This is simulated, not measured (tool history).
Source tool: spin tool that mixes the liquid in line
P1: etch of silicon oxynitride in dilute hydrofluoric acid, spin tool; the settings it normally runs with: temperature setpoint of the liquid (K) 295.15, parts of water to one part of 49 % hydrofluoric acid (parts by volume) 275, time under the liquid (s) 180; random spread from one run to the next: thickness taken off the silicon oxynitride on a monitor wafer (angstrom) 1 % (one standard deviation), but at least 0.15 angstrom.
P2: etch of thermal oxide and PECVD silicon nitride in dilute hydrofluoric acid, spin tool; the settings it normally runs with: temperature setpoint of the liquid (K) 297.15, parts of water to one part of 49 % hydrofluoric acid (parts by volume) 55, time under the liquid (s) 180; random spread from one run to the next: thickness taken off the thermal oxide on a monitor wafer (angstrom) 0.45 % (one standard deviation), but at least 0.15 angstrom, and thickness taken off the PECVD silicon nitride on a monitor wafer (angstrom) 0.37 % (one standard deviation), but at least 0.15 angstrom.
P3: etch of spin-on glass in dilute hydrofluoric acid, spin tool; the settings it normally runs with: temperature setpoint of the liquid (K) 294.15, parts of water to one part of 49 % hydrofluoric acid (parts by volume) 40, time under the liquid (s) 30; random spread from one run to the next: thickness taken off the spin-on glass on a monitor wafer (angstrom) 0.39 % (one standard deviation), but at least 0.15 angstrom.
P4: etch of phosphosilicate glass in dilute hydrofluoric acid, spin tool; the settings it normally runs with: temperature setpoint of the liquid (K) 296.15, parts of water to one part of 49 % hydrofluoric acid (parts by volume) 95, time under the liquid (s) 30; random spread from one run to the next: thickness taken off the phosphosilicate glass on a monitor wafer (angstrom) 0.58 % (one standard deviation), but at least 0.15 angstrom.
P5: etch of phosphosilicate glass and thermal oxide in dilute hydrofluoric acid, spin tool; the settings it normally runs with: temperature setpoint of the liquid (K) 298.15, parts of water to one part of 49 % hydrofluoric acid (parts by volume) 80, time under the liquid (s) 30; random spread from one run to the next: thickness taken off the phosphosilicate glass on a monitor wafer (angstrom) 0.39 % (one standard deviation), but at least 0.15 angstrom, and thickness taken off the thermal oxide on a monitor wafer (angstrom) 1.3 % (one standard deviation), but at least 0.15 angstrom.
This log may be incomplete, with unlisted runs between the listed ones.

run,hour,process that ran,temperature setpoint of the liquid (K),parts of water to one part of 49 % hydrofluoric acid (parts by volume),time under the liquid (s),hours since the thermometer was replaced,hours since the hydrofluoric acid flow meter was replaced,thickness taken off the silicon oxynitride on a monitor wafer (angstrom),thickness taken off the spin-on glass on a monitor wafer (angstrom),thickness taken off the phosphosilicate glass on a monitor wafer (angstrom),thickness taken off the thermal oxide on a monitor wafer (angstrom),thickness taken off the PECVD silicon nitride on a monitor wafer (angstrom)
1,4.8,P1,295.15,275,180,1965.6,253.8,24.088,,,,
2,9.0,P1,295.15,50,180,1969.8,258.0,155.890,,,,
3,16.2,P3,294.15,40,30,1977.0,265.2,,361.92,,,
4,22.1,P4,296.15,95,30,1982.9,271.1,,,205.40,,
5,27.7,P1,295.15,275,180,1988.5,276.7,23.652,,,,
6,34.1,P3,294.15,40,15,1994.9,283.1,,180.82,,,
7,40.0,P4,296.15,175,30,2000.8,289.0,,,101.74,,
8,46.2,P1,295.15,275,180,2007.0,295.2,23.907,,,,
9,51.9,P3,302.15,40,30,2012.7,300.9,,504.31,,,
10,58.5,P3,294.15,40,30,2019.3,307.5,,359.40,,,
11,65.3,P2,297.15,55,180,2026.1,314.3,,,,158.1600,61.371
12,69.6,P5,290.15,80,30,2030.4,318.6,,,516.75,13.5690,
13,77.3,P1,295.15,275,180,2038.1,326.3,24.559,,,,
14,83.7,P1,302.65,165,180,2044.5,332.7,59.801,,,,
15,90.2,P1,295.15,275,180,2051.0,339.2,24.717,,,,
16,94.7,P4,296.15,95,30,2055.5,343.7,,,206.67,,
17,101.2,P1,295.15,275,180,2062.0,350.2,24.228,,,,
18,105.7,P2,297.15,55,90,2066.5,354.7,,,,78.6780,30.791
19,112.1,P1,295.15,275,180,2072.9,361.1,24.224,,,,
20,117.9,P4,300.65,95,30,2078.7,366.9,,,245.84,,
21,125.1,P4,296.15,95,50,2085.9,374.1,,,344.80,,
22,128.4,P5,298.15,80,15,2089.2,377.4,,,358.52,9.2693,

What does the tool deliver on the next run?
23,135.5,P5,298.15,40,30,2096.3,384.5,,,?,?,

thickness taken off the phosphosilicate glass on a monitor wafer (angstrom): 1515.60
thickness taken off the thermal oxide on a monitor wafer (angstrom): 40.6440
